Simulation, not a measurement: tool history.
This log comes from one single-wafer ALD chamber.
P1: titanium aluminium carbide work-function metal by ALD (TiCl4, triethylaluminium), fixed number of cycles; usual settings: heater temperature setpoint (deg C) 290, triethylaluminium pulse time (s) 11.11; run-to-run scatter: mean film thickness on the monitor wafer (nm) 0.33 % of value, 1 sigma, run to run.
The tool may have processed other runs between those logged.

run	day	heater temperature setpoint (deg C)	triethylaluminium pulse time (s)	hours since the last thermocouple change	hours since the last triethylaluminium bottle change	mean film thickness on the monitor wafer (nm)
1	0.308	290	11.11	1904.4	201.4	1.9407
2	0.529	290	11.11	1909.7	206.7	1.9477
3	0.746	266	11.11	1914.9	211.9	1.7532
4	0.912	290	3.93	1918.9	215.9	1.4780
5	1.121	290	11.11	1923.9	220.9	1.9467
6	1.421	290	11.11	1931.1	228.1	1.9501
7	1.738	308	11.11	1938.7	235.7	2.1041
8	1.992	290	11.11	1944.8	241.8	1.9390
# day 2.058: triethylaluminium bottle replaced
9	2.183	308	5.38	1949.4	3.0	1.8221
10	2.467	290	11.11	1956.2	9.8	1.9396
11	2.629	290	17.67	1960.1	13.7	1.9990
12	2.896	290	11.11	1966.5	20.1	1.9464
13	3.154	290	11.11	1972.7	26.3	1.9341
14	3.358	290	11.11	1977.6	31.2	1.9361
15	3.567	290	11.11	1982.6	36.2	1.9175
16	3.846	290	11.11	1989.3	42.9	1.8987

For run 17, what comes out?
17	4.021	290	11.11	1993.5	47.1	?

Run 17 gave mean film thickness on the monitor wafer (nm) 1.9047.
